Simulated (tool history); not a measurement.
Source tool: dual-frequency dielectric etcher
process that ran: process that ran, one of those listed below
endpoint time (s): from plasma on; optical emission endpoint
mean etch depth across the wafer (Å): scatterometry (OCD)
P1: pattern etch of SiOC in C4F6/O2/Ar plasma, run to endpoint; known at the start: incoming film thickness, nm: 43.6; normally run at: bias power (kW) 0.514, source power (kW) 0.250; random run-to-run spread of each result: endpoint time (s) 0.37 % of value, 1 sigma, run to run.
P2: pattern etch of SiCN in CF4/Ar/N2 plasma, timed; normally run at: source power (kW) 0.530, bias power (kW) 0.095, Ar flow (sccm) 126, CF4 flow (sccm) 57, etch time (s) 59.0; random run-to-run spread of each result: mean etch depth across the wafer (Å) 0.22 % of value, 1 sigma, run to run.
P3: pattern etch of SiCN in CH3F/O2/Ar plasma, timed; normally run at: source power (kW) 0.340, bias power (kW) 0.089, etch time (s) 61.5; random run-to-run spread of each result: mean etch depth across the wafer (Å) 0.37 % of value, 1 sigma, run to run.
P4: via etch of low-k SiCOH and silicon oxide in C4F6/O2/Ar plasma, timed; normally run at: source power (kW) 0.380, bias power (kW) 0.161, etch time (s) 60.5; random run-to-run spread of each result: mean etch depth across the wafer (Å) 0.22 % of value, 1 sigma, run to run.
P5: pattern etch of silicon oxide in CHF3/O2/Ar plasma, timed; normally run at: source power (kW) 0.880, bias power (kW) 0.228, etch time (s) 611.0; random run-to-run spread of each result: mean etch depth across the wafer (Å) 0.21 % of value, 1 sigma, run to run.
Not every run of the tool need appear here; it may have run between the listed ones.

| run | hour | process that ran | bias power (kW) | source power (kW) | etch time (s) | Ar flow (sccm) | CF4 flow (sccm) | hours since the last wet clean | hours since the last bias power generator calibration | hours since the last source power generator calibration | endpoint time (s) | mean etch depth across the wafer (Å) |
|---|---|---|---|---|---|---|---|---|---|---|---|---|
| 1 | 3.0 | P1 | 0.514 | 0.250 |  |  |  | 150.2 | 1791.4 | 390.7 | 17.115 |  |
| 2 | 6.9 | P1 | 0.514 | 0.250 |  |  |  | 154.1 | 1795.3 | 394.6 | 17.113 |  |
| 3 | 11.5 | P3 | 0.089 | 0.340 | 36.0 |  |  | 158.7 | 1799.9 | 399.2 |  | 138.66 |
| 4 | 15.9 | P5 | 0.228 | 0.880 | 611.0 |  |  | 163.1 | 1804.3 | 403.6 |  | 15304.00 |
| 5 | 18.8 | P2 | 0.095 | 0.530 | 59.0 | 126 | 46 | 166.0 | 1807.2 | 406.5 |  | 577.51 |
| 6 | 23.5 | P1 | 0.514 | 0.250 |  |  |  | 170.7 | 1811.9 | 411.2 | 17.121 |  |
| 7 | 27.6 | P4 | 0.161 | 0.470 | 60.5 |  |  | 174.8 | 1816.0 | 415.3 |  | 1720.50 |
| 8 | 30.8 | P1 | 0.411 | 0.250 |  |  |  | 178.0 | 1819.2 | 418.5 | 18.641 |  |
| 9 | 35.0 | P2 | 0.095 | 0.740 | 59.0 | 126 | 57 | 182.2 | 1823.4 | 422.7 |  | 794.97 |
| 10 | 38.2 | P2 | 0.118 | 0.530 | 59.0 | 126 | 57 | 185.4 | 1826.6 | 425.9 |  | 647.40 |
| 11 | 42.8 | P4 | 0.222 | 0.380 | 60.5 |  |  | 190.0 | 1831.2 | 430.5 |  | 1764.90 |
| 12 | 47.2 | P2 | 0.095 | 0.530 | 59.0 | 165 | 57 | 194.4 | 1835.6 | 434.9 |  | 570.73 |
| 13 | 51.9 | P5 | 0.228 | 1.220 | 611.0 |  |  | 199.1 | 1840.3 | 439.6 |  | 17324.00 |
| 14 | 56.1 | P2 | 0.095 | 0.530 | 59.0 | 126 | 57 | 203.3 | 1844.5 | 443.8 |  | 594.66 |
| 15 | 61.7 | P2 | 0.095 | 0.530 | 59.0 | 126 | 57 | 208.9 | 1850.1 | 449.4 |  | 595.98 |
| 16 | 67.3 | P4 | 0.161 | 0.380 | 34.0 |  |  | 214.5 | 1855.7 | 455.0 |  | 898.18 |
| 17 | 70.3 | P1 | 0.514 | 0.250 |  |  |  | 217.5 | 1858.7 | 458.0 | 17.042 |  |
| 18 | 74.3 | P1 | 0.514 | 0.250 |  |  |  | 221.5 | 1862.7 | 462.0 | 17.045 |  |
| 19 | 77.3 | P1 | 0.514 | 0.340 |  |  |  | 224.5 | 1865.7 | 465.0 | 15.264 |  |
| 20 | 81.4 | P5 | 0.277 | 0.880 | 611.0 |  |  | 228.6 | 1869.8 | 469.1 |  | 16450.00 |
| 21 | 88.0 | P2 | 0.095 | 0.530 | 32.5 | 126 | 57 | 235.2 | 1876.4 | 475.7 |  | 327.59 |
| 22 | 91.9 | P5 | 0.228 | 0.880 | 336.0 |  |  | 239.1 | 1880.3 | 479.6 |  | 8444.00 |
| 23 | 96.1 | P3 | 0.054 | 0.340 | 61.5 |  |  | 243.3 | 1884.5 | 483.8 |  | 199.06 |
| 24 | 99.4 | P4 | 0.161 | 0.380 | 60.5 |  |  | 246.6 | 1887.8 | 487.1 |  | 1597.70 |
| 25 | 105.4 | P1 | 0.514 | 0.250 |  |  |  | 252.6 | 1893.8 | 493.1 | 17.057 |  |
| 26 | 109.8 | P1 | 0.514 | 0.180 |  |  |  | 257.0 | 1898.2 | 497.5 | 19.205 |  |
| 27 | 113.9 | P3 | 0.089 | 0.340 | 61.5 |  |  | 261.1 | 1902.3 | 501.6 |  | 238.68 |
| 28 | 119.1 | P1 | 0.700 | 0.190 |  |  |  | 266.3 | 1907.5 | 506.8 | 16.717 |  |
| 29 | 123.1 | P5 | 0.228 | 0.880 | 611.0 |  |  | 270.3 | 1911.5 | 510.8 |  | 15347.00 |
| 30 | 128.1 | P3 | 0.089 | 0.220 | 61.5 |  |  | 275.3 | 1916.5 | 515.8 |  | 203.32 |
| 31 | 133.8 | P4 | 0.161 | 0.380 | 60.5 |  |  | 281.0 | 1922.2 | 521.5 |  | 1592.00 |
| 32 | 138.3 | P1 | 0.700 | 0.250 |  |  |  | 285.5 | 1926.7 | 526.0 | 15.080 |  |
| 33 | 142.7 | P1 | 0.514 | 0.250 |  |  |  | 289.9 | 1931.1 | 530.4 | 16.965 |  |
| 34 | 148.1 | P1 | 0.514 | 0.250 |  |  |  | 295.3 | 1936.5 | 535.8 | 17.031 |  |
| 35 | 154.5 | P1 | 0.514 | 0.250 |  |  |  | 301.7 | 1942.9 | 542.2 | 17.314 |  |
| 36 | 157.8 | P1 | 0.514 | 0.250 |  |  |  | 305.0 | 1946.2 | 545.5 | 17.317 |  |
| 37 | 161.9 | P1 | 0.514 | 0.250 |  |  |  | 309.1 | 1950.3 | 549.6 | 17.366 |  |
|  | 163.1 | wet clean of the chamber |
| 38 | 165.0 | P1 | 0.514 | 0.250 |  |  |  | 1.9 | 1953.4 | 552.7 | 17.464 |  |
| 39 | 170.0 | P1 | 0.514 | 0.250 |  |  |  | 6.9 | 1958.4 | 557.7 | 17.489 |  |
| 40 | 173.8 | P1 | 0.514 | 0.250 |  |  |  | 10.7 | 1962.2 | 561.5 | 17.545 |  |

P1 has crept away from where it was. The log is fitted equally well by each of these 2 causes, at the sizes shown:
A: source power that arrives under what is set, % = 4.87
B: bias power that arrives under what is set, % = 4.67
Creep in the process output first set in at about hour 148.1.
All other causes, with the reason each is excluded:
chamber walls in a state that lowers the etch rate, %: serviced after onset, at hour 163.1, with no recovery of the prior output

Each of the 4 check runs below uses one wafer; its results are left as question marks. Which run tells the causes apart?
| check 1 | 177.6 | P5 | 0.228 | 1.220 | 449.5 |  |  |  |  |  |  | ? |
| check 2 | 177.6 | P4 | 0.218 | 0.380 | 38.0 |  |  |  |  |  |  | ? |
| check 3 | 177.6 | P2 | 0.095 | 0.530 | 33.5 | 126 | 57 |  |  |  |  | ? |
| check 4 | 177.6 | P3 | 0.062 | 0.340 | 51.0 |  |  |  |  |  |  | ? |

Expected result of each check under each candidate cause:
| check | result | if A | if B |
|---|---|---|---|
| check 1 | mean etch depth across the wafer (Å) | 12499.00 | 12538.00 |
| check 2 | mean etch depth across the wafer (Å) | 1081.30 | 1085.10 |
| check 3 | mean etch depth across the wafer (Å) | 323.53 | 331.66 |
| check 4 | mean etch depth across the wafer (Å) | 169.70 | 170.10 |
Separation of the two closest causes in each check, using whichever result separates them best: check 1 0.31 %; check 2 0.35 %; check 3 2.48 %; check 4 0.24 %
Check 3 distinguishes between the causes, while the remaining checks would return nearly the same result for all of them.

With check 3 done, the readings were: mean etch depth across the wafer (Å) 323.55. Identify which of the listed causes applies.

It was cause A: source power that arrives under what is set, %.

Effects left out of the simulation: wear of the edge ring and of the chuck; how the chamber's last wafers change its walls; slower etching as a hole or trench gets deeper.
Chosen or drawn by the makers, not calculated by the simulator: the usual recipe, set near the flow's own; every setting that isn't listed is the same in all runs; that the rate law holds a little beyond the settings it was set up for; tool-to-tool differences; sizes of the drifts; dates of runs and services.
